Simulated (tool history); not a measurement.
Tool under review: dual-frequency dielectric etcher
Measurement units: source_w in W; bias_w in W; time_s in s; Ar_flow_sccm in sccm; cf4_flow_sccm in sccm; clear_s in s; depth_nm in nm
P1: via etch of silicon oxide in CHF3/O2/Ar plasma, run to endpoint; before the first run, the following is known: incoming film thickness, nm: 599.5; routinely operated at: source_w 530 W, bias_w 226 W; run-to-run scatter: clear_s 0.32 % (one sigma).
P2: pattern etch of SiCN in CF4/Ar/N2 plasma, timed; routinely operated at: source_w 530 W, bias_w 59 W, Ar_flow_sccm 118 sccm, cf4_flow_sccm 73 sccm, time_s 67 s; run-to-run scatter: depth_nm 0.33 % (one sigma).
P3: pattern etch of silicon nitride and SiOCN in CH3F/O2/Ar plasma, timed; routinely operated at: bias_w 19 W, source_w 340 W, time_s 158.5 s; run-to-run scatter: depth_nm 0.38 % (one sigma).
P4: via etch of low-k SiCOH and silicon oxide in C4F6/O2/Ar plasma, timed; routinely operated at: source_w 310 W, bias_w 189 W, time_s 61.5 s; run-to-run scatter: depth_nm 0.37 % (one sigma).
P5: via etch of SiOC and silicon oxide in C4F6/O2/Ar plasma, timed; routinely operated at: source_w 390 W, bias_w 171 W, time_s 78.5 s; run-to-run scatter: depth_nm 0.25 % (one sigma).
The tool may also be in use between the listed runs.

run     day  process  source_w  bias_w  time_s  Ar_flow_sccm  cf4_flow_sccm  clear_s  depth_nm
  1   0.446       P1       530     226                                        296.21
  2     0.9       P5       390     213    78.5                                          92.808
  3   1.212       P2       530      59      67            87             73             65.936
  4   1.704       P1       530     226                                        295.55
  5   2.021       P1       530     319                                        259.67
  6   2.417       P5       270     171    78.5                                          74.734
  7   2.692       P1       380     226                                        333.84
  8   3.171       P2       530      59      67           118             73             62.445
  9   3.488       P3       340      19     220                                          26.367
 10    3.85       P3       340      19   158.5                                          19.051
 11   4.138       P5       390     171    78.5                                          85.707
 12   4.462       P1       350     148                                        401.43
 13   4.679       P2       530      72      67           118             73             66.787
 14   5.021       P4       310     189    88.5                                          216.18
 15   5.412       P1       640     275                                        256.54
 16   5.633       P1       530     226                                        294.98
 17   5.883       P4       310     253    61.5                                          163.54
 18   6.321       P3       340      14   158.5                                          16.739
 19   6.608       P5       390     171     100                                          109.13
 20   6.842       P1       530     226                                         297.6
 21   7.267       P4       310     189    61.5                                          148.87
 22   7.488       P3       340      19   158.5                                          19.034
 23   7.958       P3       240      19   158.5                                          16.854
 24   8.262       P2       530      59      99           118             73             92.192
 25   8.554       P1       530     160                                        333.51
 26   8.979       P4       230     189    61.5                                          133.52
 27   9.242       P2       530      59      67           118            103             66.142
 28     9.5       P1       650     226                                        273.43
 29   9.929       P2       730      59      67           118             73              83.14
 30  10.242       P1       530     226                                        294.54
 31  10.667       P1       530     226                                        295.49
 32  11.008       P1       530     226                                        294.32
 33   11.25       P1       530     226                                        297.14
 34    11.7       P1       530     226                                        298.49
 35    12.1       P1       530     226                                        299.23
     12.317  -- wet clean of the chamber
 36  12.496       P1       530     226                                        300.68
 37  12.788       P1       530     226                                        300.51
 38  13.092       P1       530     226                                        302.89
 39  13.346       P1       530     226                                        299.15
 40  13.592       P1       530     226                                        302.51
 41  14.021       P1       530     226                                        301.93

What P1 gives has crept away from where it was. These 2 causes fit the log equally well, each at the size given:
A: source power that arrives under what is set, % = 4.19
B: bias power that arrives under what is set, % = 4.47
The process output started creeping at around day 11.008.
Each remaining cause and why it is not a fit:
chamber walls in a state that lowers the etch rate, %: maintenance at day 12.317, after the shift began, did not return the process to its former output

Which of the check runs below tells the causes apart, meaning the causes would give it clearly different results? Each run uses 2 wafers whose results are averaged, and each result is shown as a question mark.
check 1  14.45       P4       310     189    61.5                                               ?
check 2  14.45       P3       340      19   158.5                                               ?
check 3  14.45       P5       390     171    78.5                                               ?
check 4  14.45       P2       530      59      67           118             73                  ?

Outcome of each check run for each possible cause:
  check    result    if A    if B
check 1  depth_nm  146.98  147.24
check 2  depth_nm  18.761  18.669
check 3  depth_nm  84.698  84.875
check 4  depth_nm  60.097  61.467
How far apart the two closest causes lie, in the result that separates them most: check 1 0.17 %; check 2 0.49 %; check 3 0.21 %; check 4 2.25 %
Only check 4 tells the causes apart: in the others they would give nearly the same result.

With check 4 done, the readings were: depth_nm 61.584 nm. Identify which of the listed causes applies.

The cause is B: bias power that arrives under what is set, %.
